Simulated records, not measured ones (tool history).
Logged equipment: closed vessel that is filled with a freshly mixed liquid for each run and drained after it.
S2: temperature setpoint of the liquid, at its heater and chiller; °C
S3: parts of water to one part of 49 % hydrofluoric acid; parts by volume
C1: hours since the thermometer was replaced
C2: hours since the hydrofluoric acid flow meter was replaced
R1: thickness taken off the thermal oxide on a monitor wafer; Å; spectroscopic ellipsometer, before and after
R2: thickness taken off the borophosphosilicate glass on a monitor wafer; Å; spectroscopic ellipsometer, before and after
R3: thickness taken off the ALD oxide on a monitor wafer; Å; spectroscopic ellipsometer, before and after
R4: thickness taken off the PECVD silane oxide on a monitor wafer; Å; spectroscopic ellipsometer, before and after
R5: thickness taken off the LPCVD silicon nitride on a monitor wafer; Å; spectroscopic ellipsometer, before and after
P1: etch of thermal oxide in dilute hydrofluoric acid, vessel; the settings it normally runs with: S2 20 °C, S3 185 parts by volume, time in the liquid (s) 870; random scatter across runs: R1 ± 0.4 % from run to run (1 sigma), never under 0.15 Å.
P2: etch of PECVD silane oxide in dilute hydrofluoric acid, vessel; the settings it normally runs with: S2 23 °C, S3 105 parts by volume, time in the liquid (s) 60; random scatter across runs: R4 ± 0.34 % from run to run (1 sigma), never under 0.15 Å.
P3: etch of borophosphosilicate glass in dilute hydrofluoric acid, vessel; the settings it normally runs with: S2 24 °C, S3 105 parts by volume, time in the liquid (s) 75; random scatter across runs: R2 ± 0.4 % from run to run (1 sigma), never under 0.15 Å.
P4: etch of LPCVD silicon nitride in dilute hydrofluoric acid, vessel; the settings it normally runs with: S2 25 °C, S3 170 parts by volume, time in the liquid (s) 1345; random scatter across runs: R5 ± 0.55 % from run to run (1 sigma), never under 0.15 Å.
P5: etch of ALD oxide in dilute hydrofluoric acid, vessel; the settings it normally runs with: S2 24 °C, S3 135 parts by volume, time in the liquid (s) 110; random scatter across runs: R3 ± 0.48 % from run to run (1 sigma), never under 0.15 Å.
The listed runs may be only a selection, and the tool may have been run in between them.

Run 1, hour 4.1: process that ran P1, S2 20 °C, S3 185 parts by volume, time in the liquid (s) 870; C1 1299.1; C2 482.5. Result: R1 170.42 Å.
Run 2, hour 11.9: process that ran P3, S2 24 °C, S3 105 parts by volume, time in the liquid (s) 35; C1 1306.9; C2 490.3. Result: R2 195.62 Å.
Run 3, hour 18.5: process that ran P5, S2 19 °C, S3 135 parts by volume, time in the liquid (s) 110; C1 1313.5; C2 496.9. Result: R3 131.15 Å.
Run 4, hour 22.9: process that ran P1, S2 17 °C, S3 185 parts by volume, time in the liquid (s) 870; C1 1317.9; C2 501.3. Result: R1 150.77 Å.
Run 5, hour 28.7: process that ran P2, S2 23 °C, S3 105 parts by volume, time in the liquid (s) 60; C1 1323.7; C2 507.1. Result: R4 175.23 Å.
Run 6, hour 35.3: process that ran P5, S2 24 °C, S3 135 parts by volume, time in the liquid (s) 170; C1 1330.3; C2 513.7. Result: R3 247.74 Å.
Run 7, hour 43.1: process that ran P3, S2 24 °C, S3 105 parts by volume, time in the liquid (s) 75; C1 1338.1; C2 521.5. Result: R2 420.87 Å.
Run 8, hour 48.5: process that ran P1, S2 20 °C, S3 185 parts by volume, time in the liquid (s) 870; C1 1343.5; C2 526.9. Result: R1 169.76 Å.
Run 9, hour 54.2: process that ran P2, S2 23 °C, S3 105 parts by volume, time in the liquid (s) 60; C1 1349.2; C2 532.6. Result: R4 175.77 Å.
Run 10, hour 58.8: process that ran P1, S2 20 °C, S3 50 parts by volume, time in the liquid (s) 870; C1 1353.8; C2 537.2. Result: R1 727.67 Å.
Run 11, hour 65.8: process that ran P1, S2 20 °C, S3 185 parts by volume, time in the liquid (s) 870; C1 1360.8; C2 544.2. Result: R1 168.93 Å.
Run 12, hour 70.4: process that ran P3, S2 20 °C, S3 105 parts by volume, time in the liquid (s) 75; C1 1365.4; C2 548.8. Result: R2 355.03 Å.
Run 13, hour 78.4: process that ran P3, S2 24 °C, S3 170 parts by volume, time in the liquid (s) 75; C1 1373.4; C2 556.8. Result: R2 239.23 Å.
Run 14, hour 84.3: process that ran P1, S2 20 °C, S3 185 parts by volume, time in the liquid (s) 870; C1 1379.3; C2 562.7. Result: R1 170.46 Å.
Run 15, hour 89.1: process that ran P5, S2 24 °C, S3 220 parts by volume, time in the liquid (s) 110; C1 1384.1; C2 567.5. Result: R3 88.401 Å.
Run 16, hour 94.7: process that ran P1, S2 20 °C, S3 185 parts by volume, time in the liquid (s) 105; C1 1389.7; C2 573.1. Result: R1 20.659 Å.
Run 17, hour 102: process that ran P2, S2 27.5 °C, S3 105 parts by volume, time in the liquid (s) 60; C1 1397; C2 580.4. Result: R4 209.36 Å.
Run 18, hour 106.3: process that ran P5, S2 24 °C, S3 135 parts by volume, time in the liquid (s) 110; C1 1401.3; C2 584.7. Result: R3 160.32 Å.
At hour 113.6: hydrofluoric acid flow meter replaced.
Run 19, hour 113.8: process that ran P2, S2 23 °C, S3 105 parts by volume, time in the liquid (s) 30; C1 1408.8; C2 0.2. Result: R4 87.527 Å.
Run 20, hour 117.6: process that ran P1, S2 20 °C, S3 185 parts by volume, time in the liquid (s) 870; C1 1412.6; C2 4. Result: R1 170.36 Å.
Run 21, hour 123.6: process that ran P4, S2 25 °C, S3 170 parts by volume, time in the liquid (s) 1345; C1 1418.6; C2 10. Result: R5 47.605 Å.
Run 22, hour 131.2: process that ran P4, S2 25 °C, S3 170 parts by volume, time in the liquid (s) 1345; C1 1426.2; C2 17.6. Result: R5 48.008 Å.
Run 23, hour 137.3: process that ran P2, S2 23 °C, S3 30 parts by volume, time in the liquid (s) 60; C1 1432.3; C2 23.7. Result: R4 675.86 Å.
Run 24, hour 143.8: process that ran P1, S2 20 °C, S3 185 parts by volume, time in the liquid (s) 870; C1 1438.8; C2 30.2. Result: R1 170.79 Å.
Run 25, hour 149.7: process that ran P4, S2 25 °C, S3 85 parts by volume, time in the liquid (s) 1345; C1 1444.7; C2 36.1. Result: R5 94.92 Å.
Run 26, hour 155.1: process that ran P4, S2 21 °C, S3 170 parts by volume, time in the liquid (s) 1345; C1 1450.1; C2 41.5. Result: R5 36.607 Å.
Run 27, hour 161.7: process that ran P1, S2 20 °C, S3 260 parts by volume, time in the liquid (s) 870; C1 1456.7; C2 48.1. Result: R1 113.35 Å.
Run 28, hour 168.3: process that ran P1, S2 20 °C, S3 185 parts by volume, time in the liquid (s) 1255; C1 1463.3; C2 54.7. Result: R1 246.42 Å.
Run 29, hour 174.1: process that ran P1, S2 26 °C, S3 65 parts by volume, time in the liquid (s) 870; C1 1469.1; C2 60.5. Result: R1 697.42 Å.
Run 30, hour 180.8: process that ran P1, S2 24.5 °C, S3 185 parts by volume, time in the liquid (s) 870; C1 1475.8; C2 67.2. Result: R1 200.92 Å.
Run 31, hour 188.4: process that ran P4, S2 25 °C, S3 170 parts by volume, time in the liquid (s) 2250; C1 1483.4; C2 74.8. Result: R5 79.89 Å.
Run 32, hour 196.3: process that ran P1, S2 20 °C, S3 185 parts by volume, time in the liquid (s) 870; C1 1491.3; C2 82.7. Result: R1 169.38 Å.
Run 33, hour 202.4: process that ran P1, S2 20 °C, S3 185 parts by volume, time in the liquid (s) 870; C1 1497.4; C2 88.8. Result: R1 163.79 Å.
Run 34, hour 207.4: process that ran P1, S2 20 °C, S3 185 parts by volume, time in the liquid (s) 870; C1 1502.4; C2 93.8. Result: R1 161.69 Å.
Run 35, hour 212.2: process that ran P1, S2 20 °C, S3 185 parts by volume, time in the liquid (s) 870; C1 1507.2; C2 98.6. Result: R1 159.77 Å.
Run 36, hour 216.6: process that ran P1, S2 20 °C, S3 185 parts by volume, time in the liquid (s) 870; C1 1511.6; C2 103. Result: R1 159.46 Å.
Run 37, hour 223.4: process that ran P1, S2 20 °C, S3 185 parts by volume, time in the liquid (s) 870; C1 1518.4; C2 109.8. Result: R1 158.37 Å.
Run 38, hour 227.9: process that ran P1, S2 20 °C, S3 185 parts by volume, time in the liquid (s) 870; C1 1522.9; C2 114.3. Result: R1 156.07 Å.
Run 39, hour 231.9: process that ran P1, S2 20 °C, S3 185 parts by volume, time in the liquid (s) 870; C1 1526.9; C2 118.3. Result: R1 157.28 Å.
Run 40, hour 235.6: process that ran P1, S2 20 °C, S3 185 parts by volume, time in the liquid (s) 870; C1 1530.6; C2 122. Result: R1 157.37 Å.
Run 41, hour 240.4: process that ran P1, S2 20 °C, S3 185 parts by volume, time in the liquid (s) 870; C1 1535.4; C2 126.8. Result: R1 157.19 Å.
Run 42, hour 245.8: process that ran P1, S2 20 °C, S3 185 parts by volume, time in the liquid (s) 870; C1 1540.8; C2 132.2. Result: R1 156.51 Å.
Run 43, hour 251.8: process that ran P1, S2 20 °C, S3 185 parts by volume, time in the liquid (s) 870; C1 1546.8; C2 138.2. Result: R1 156 Å.

P1 no longer gives what it gave before; its output has crept away from where it was. The following 2 causes, each at its listed size, fit the log equally well:
A: liquid colder than its thermometer reads (K) = 2.08
B: hydrofluoric acid flow below the setpoint (%) = 6.63
Onset of the creep was near hour 196.3.

4 check runs are offered, one wafer each, their results left as question marks. Which one tells the causes apart?
Run check 1, hour 257.8: process that ran P3, S2 24 °C, S3 105 parts by volume, time in the liquid (s) 75. Result: R2 ?.
Run check 2, hour 257.8: process that ran P2, S2 23 °C, S3 105 parts by volume, time in the liquid (s) 60. Result: R4 ?.
Run check 3, hour 257.8: process that ran P4, S2 25 °C, S3 170 parts by volume, time in the liquid (s) 1345. Result: R5 ?.
Run check 4, hour 257.8: process that ran P5, S2 24 °C, S3 135 parts by volume, time in the liquid (s) 110. Result: R3 ?.

If the cause were each of the candidates in turn, the checks would give the following:
  check  result    if A    if B
check 1      R2  385.95  387.97
check 2      R4   161.3   162.3
check 3      R5  41.601  44.393
check 4      R3   147.3  147.52
Separation of the two closest causes in each check, using whichever result separates them best: check 1 0.52 %; check 2 0.62 %; check 3 6.5 %; check 4 0.14 %
Check 3 is the one run that separates the causes; every other check would come out nearly the same whichever cause is at work.

Check 3 was carried out, with these results: R5 41.71 Å. Which of the listed causes is responsible?

The cause is A: liquid colder than its thermometer reads (K).
